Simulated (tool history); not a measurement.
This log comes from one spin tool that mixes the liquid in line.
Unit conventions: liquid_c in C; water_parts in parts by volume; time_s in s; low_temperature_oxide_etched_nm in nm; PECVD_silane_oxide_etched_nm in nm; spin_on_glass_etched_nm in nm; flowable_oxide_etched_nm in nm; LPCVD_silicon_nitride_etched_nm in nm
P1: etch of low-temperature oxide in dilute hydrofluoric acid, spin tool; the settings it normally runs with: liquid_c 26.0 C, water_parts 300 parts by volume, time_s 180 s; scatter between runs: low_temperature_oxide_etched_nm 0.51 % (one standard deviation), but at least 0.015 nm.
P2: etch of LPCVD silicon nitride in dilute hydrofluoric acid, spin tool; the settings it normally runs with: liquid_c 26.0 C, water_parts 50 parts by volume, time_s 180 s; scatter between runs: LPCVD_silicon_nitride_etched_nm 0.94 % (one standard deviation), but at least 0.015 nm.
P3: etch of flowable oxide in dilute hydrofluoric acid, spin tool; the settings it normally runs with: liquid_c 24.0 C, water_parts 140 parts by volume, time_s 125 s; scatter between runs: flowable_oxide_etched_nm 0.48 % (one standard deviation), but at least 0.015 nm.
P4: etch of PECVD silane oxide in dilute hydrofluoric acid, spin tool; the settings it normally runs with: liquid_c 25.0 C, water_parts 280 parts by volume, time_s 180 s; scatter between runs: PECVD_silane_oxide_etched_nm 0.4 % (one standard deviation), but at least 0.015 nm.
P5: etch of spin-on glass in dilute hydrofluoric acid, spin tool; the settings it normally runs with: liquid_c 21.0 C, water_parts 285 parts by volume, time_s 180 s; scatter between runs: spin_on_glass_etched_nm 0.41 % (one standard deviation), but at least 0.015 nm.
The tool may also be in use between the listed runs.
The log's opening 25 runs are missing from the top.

run	hour	process	liquid_c	water_parts	time_s	low_temperature_oxide_etched_nm	PECVD_silane_oxide_etched_nm	spin_on_glass_etched_nm	flowable_oxide_etched_nm	LPCVD_silicon_nitride_etched_nm
26	133.1	P1	26.0	520	180	5.4195				
27	137.0	P1	26.0	300	180	11.4800				
28	140.4	P1	19.5	465	180	5.1069				
29	144.7	P2	26.0	25	180					4.3459
30	149.9	P3	24.0	140	125				37.9020	
31	153.6	P5	21.0	465	180			5.6715		
32	157.3	P3	24.0	140	125				37.7670	
33	162.7	P4	25.0	280	180		8.3365			
34	167.8	P2	26.0	50	350					4.2145
35	170.9	P1	26.0	110	180	38.6820				
36	177.3	P1	26.0	300	180	11.4740				
37	183.7	P1	26.0	300	180	11.1610				
38	188.6	P1	26.0	300	180	10.9950				
39	194.3	P1	26.0	300	180	10.9990				

The next listed run, before its measurement:
40	198.5	P1	26.0	300	180	?				

{"run 40": {"low_temperature_oxide_etched_nm": 10.854}}
